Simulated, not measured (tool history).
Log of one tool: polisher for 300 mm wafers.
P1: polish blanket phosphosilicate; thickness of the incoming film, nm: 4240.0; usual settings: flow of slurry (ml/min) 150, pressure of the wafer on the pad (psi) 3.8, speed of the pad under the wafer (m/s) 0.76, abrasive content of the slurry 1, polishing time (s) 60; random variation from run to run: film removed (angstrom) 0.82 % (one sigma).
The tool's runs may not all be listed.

run    day  flow of slurry (ml/min)  pressure of the wafer on the pad (psi)  speed of the pad under the wafer (m/s)  abrasive content of the slurry  polishing time (s)  film removed (angstrom)
  1    0.2                      150                                     3.8                                    0.76                               1                  60                   4999.2
  2  0.467                      150                                     5.2                                    0.76                               1                  60                   6826.4
  3  0.625                      150                                     1.8                                    0.76                               1                  42                   1636.1
  4  0.842                      150                                     3.8                                    0.76                               1                  60                   4957.9
     0.921  -- head pressure recalibrated
  5  1.075                      150                                     3.8                                    0.76                               1                  41                   3397.5
  6  1.312                       90                                     3.8                                    0.76                               1                  60                   4436.5
  7  1.554                      185                                     3.8                                    1.02                               1                  60                   6542.2
  8  1.692                      150                                     3.8                                    0.76                             1.4                  60                   5735.3
  9  1.825                      200                                     3.8                                    0.76                               1                  60                   5171.4
 10    2.1                      150                                     3.8                                    0.76                               1                  60                   4893.5
 11  2.342                      150                                     3.8                                    0.76                             0.5                  60                   3396.8
 12  2.533                      115                                     3.8                                    1.04                               1                  60                   6020.1
 13  2.804                      150                                     3.8                                    0.76                               1                  90                     7558
 14  2.962                      150                                     3.8                                    0.76                               1                  60                   4963.1
 15  3.162                      150                                     3.8                                    0.36                               1                  60                   2758.1
 16  3.346                      150                                     1.8                                    0.76                               1                  60                   2352.3
 17  3.504                      150                                     3.8                                    1.06                               1                  60                   6477.2
 18  3.779                      150                                     3.8                                    0.76                               1                  60                   4948.6
 19  4.012                      150                                     3.8                                    0.76                               1                  60                   4983.1

Run 20 comes next. What will it give?
 20  4.296                      150                                     3.8                                    0.76                               1                  60                        ?

{"run 20": {"film removed (angstrom)": 4805}}
